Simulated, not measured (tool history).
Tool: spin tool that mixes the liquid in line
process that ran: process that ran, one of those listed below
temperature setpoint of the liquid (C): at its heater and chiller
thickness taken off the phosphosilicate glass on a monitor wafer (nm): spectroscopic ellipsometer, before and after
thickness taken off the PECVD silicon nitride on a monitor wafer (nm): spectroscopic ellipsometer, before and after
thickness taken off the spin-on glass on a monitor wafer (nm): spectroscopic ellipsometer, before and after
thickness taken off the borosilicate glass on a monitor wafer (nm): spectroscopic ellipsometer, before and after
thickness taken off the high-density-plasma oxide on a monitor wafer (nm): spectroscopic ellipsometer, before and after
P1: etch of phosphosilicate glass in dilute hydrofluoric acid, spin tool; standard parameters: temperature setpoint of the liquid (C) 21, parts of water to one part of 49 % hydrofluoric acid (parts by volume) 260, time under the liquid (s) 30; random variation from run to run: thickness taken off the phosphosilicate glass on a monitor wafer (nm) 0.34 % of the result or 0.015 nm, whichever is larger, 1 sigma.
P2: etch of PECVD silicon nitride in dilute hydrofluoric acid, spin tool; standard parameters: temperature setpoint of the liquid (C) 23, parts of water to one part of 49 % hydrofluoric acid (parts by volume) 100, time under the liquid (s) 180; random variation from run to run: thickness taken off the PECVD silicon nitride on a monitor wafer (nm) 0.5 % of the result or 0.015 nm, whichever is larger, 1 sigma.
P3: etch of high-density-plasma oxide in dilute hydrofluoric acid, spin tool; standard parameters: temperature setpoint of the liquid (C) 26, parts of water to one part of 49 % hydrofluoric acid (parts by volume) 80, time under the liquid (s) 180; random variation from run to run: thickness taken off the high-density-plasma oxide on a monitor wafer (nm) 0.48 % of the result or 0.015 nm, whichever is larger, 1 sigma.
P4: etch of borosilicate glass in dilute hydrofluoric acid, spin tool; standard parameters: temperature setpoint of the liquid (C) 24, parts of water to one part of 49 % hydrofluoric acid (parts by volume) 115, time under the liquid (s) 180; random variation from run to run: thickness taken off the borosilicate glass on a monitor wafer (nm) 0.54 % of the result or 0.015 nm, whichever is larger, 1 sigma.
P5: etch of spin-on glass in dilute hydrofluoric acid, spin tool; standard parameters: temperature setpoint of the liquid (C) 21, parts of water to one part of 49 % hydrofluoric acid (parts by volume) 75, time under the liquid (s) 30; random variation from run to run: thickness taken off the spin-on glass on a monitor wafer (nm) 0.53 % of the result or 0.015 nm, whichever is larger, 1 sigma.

| run | hour | process that ran | temperature setpoint of the liquid (C) | parts of water to one part of 49 % hydrofluoric acid (parts by volume) | time under the liquid (s) | hours since the thermometer was replaced | hours since the hydrofluoric acid flow meter was replaced | thickness taken off the phosphosilicate glass on a monitor wafer (nm) | thickness taken off the PECVD silicon nitride on a monitor wafer (nm) | thickness taken off the spin-on glass on a monitor wafer (nm) | thickness taken off the borosilicate glass on a monitor wafer (nm) | thickness taken off the high-density-plasma oxide on a monitor wafer (nm) |
|---|---|---|---|---|---|---|---|---|---|---|---|---|
| 1 | 12.4 | P1 | 21 | 260 | 30 | 609.9 | 612.2 | 13.136 |  |  |  |  |
| 2 | 25.3 | P1 | 21 | 260 | 30 | 622.8 | 625.1 | 13.149 |  |  |  |  |
| 3 | 32.6 | P2 | 31.5 | 100 | 180 | 630.1 | 632.4 |  | 10.259 |  |  |  |
| 4 | 45.6 | P5 | 27.5 | 75 | 30 | 643.1 | 645.4 |  |  | 13.703 |  |  |
| 5 | 55.2 | P1 | 26 | 260 | 30 | 652.7 | 655 | 15.729 |  |  |  |  |
| 6 | 64.9 | P1 | 21 | 260 | 30 | 662.4 | 664.7 | 13.15 |  |  |  |  |
| 7 | 71.6 | P1 | 17 | 260 | 50 | 669.1 | 671.4 | 18.84 |  |  |  |  |
| 8 | 79.1 | P1 | 21 | 45 | 30 | 676.6 | 678.9 | 95.731 |  |  |  |  |
| 9 | 87.9 | P4 | 24 | 115 | 15 | 685.4 | 687.7 |  |  |  | 2.965 |  |
| 10 | 96 | P1 | 21 | 470 | 30 | 693.5 | 695.8 | 6.0274 |  |  |  |  |
| 11 | 106.1 | P1 | 21 | 260 | 30 | 703.6 | 705.9 | 13.113 |  |  |  |  |
| 12 | 117.8 | P4 | 30.5 | 115 | 180 | 715.3 | 717.6 |  |  |  | 46.321 |  |
| 13 | 131.5 | P4 | 24 | 200 | 180 | 729 | 731.3 |  |  |  | 18.661 |  |
| 14 | 143 | P4 | 24 | 115 | 180 | 740.5 | 742.8 |  |  |  | 35.934 |  |
| 15 | 152.1 | P1 | 17 | 260 | 30 | 749.6 | 751.9 | 11.33 |  |  |  |  |
| 16 | 166.1 | P2 | 23 | 60 | 180 | 763.6 | 765.9 |  | 9.7818 |  |  |  |
| 17 | 172.6 | P1 | 21 | 260 | 60 | 770.1 | 772.4 | 26.269 |  |  |  |  |
| 18 | 181.9 | P5 | 21 | 75 | 30 | 779.4 | 781.7 |  |  | 10.537 |  |  |
| 19 | 193 | P1 | 21 | 260 | 30 | 790.5 | 792.8 | 13.122 |  |  |  |  |
| 20 | 206.6 | P5 | 21 | 75 | 15 | 804.1 | 806.4 |  |  | 5.1797 |  |  |
| 21 | 218.3 | P3 | 32 | 80 | 180 | 815.8 | 818.1 |  |  |  |  | 18.145 |
| 22 | 229.6 | P1 | 21 | 260 | 15 | 827.1 | 829.4 | 6.5606 |  |  |  |  |
| 23 | 236.6 | P3 | 26 | 30 | 180 | 834.1 | 836.4 |  |  |  |  | 40.977 |
| 24 | 248.4 | P5 | 21 | 20 | 30 | 845.9 | 848.2 |  |  | 42.665 |  |  |
| 25 | 256.9 | P1 | 21 | 260 | 30 | 854.4 | 856.7 | 13.21 |  |  |  |  |
| 26 | 269.7 | P3 | 26 | 80 | 180 | 867.2 | 869.5 |  |  |  |  | 14.327 |
| 27 | 283.5 | P2 | 23 | 100 | 15 | 881 | 883.3 |  | 0.48185 |  |  |  |
| 28 | 289.6 | P1 | 26.5 | 55 | 30 | 887.1 | 889.4 | 97.521 |  |  |  |  |
| 29 | 302.4 | P2 | 23 | 100 | 180 | 899.9 | 902.2 |  | 5.9438 |  |  |  |
| 30 | 315.2 | P3 | 26 | 80 | 15 | 912.7 | 915 |  |  |  |  | 1.179 |
| 31 | 325.6 | P1 | 21 | 260 | 30 | 923.1 | 925.4 | 13.17 |  |  |  |  |
| 32 | 338.6 | P1 | 21 | 260 | 30 | 936.1 | 938.4 | 13.541 |  |  |  |  |
| 33 | 349.8 | P1 | 21 | 260 | 30 | 947.3 | 949.6 | 13.715 |  |  |  |  |
| 34 | 361.8 | P1 | 21 | 260 | 30 | 959.3 | 961.6 | 13.729 |  |  |  |  |
| 35 | 371 | P1 | 21 | 260 | 30 | 968.5 | 970.8 | 13.861 |  |  |  |  |
| 36 | 377.2 | P1 | 21 | 260 | 30 | 974.7 | 977 | 13.883 |  |  |  |  |
| 37 | 387.1 | P1 | 21 | 260 | 30 | 984.6 | 986.9 | 13.924 |  |  |  |  |
| 38 | 398.2 | P1 | 21 | 260 | 30 | 995.7 | 998 | 13.938 |  |  |  |  |

The output of P1 has drifted from where it used to be. Each of the 2 causes below, taken at the size shown beside it, accounts for the log equally well:
A: liquid hotter than its thermometer reads (K) = 1.45
B: hydrofluoric acid flow above the setpoint (%) = 4.34
The process output started creeping at around hour 325.6.

Each of the 4 check runs below uses one wafer; its results are left as question marks. Which run tells the causes apart?
| check 1 | 409.3 | P2 | 29 | 100 | 80 |  |  |  | ? |  |  |  |
| check 2 | 409.3 | P4 | 29 | 115 | 25 |  |  |  |  |  | ? |  |
| check 3 | 409.3 | P5 | 25 | 75 | 30 |  |  |  |  | ? |  |  |
| check 4 | 409.3 | P3 | 30 | 80 | 180 |  |  |  |  |  |  | ? |

Predicted outcomes, by check and by cause:
| check | result | if A | if B |
|---|---|---|---|
| check 1 | thickness taken off the PECVD silicon nitride on a monitor wafer (nm) | 4.2541 | 4.0522 |
| check 2 | thickness taken off the borosilicate glass on a monitor wafer (nm) | 6.3949 | 6.3637 |
| check 3 | thickness taken off the spin-on glass on a monitor wafer (nm) | 13.111 | 12.967 |
| check 4 | thickness taken off the high-density-plasma oxide on a monitor wafer (nm) | 17.785 | 17.65 |
Smallest distance between any two causes, each pair judged by its most separating result, in per cent: check 1 4.86 %; check 2 0.49 %; check 3 1.11 %; check 4 0.76 %
Check 1 is the one run that separates the causes; every other check would come out nearly the same whichever cause is at work.

Here is what check 1 returned: thickness taken off the PECVD silicon nitride on a monitor wafer (nm) 4.2448. Which cause is it?

It is A: liquid hotter than its thermometer reads (K).
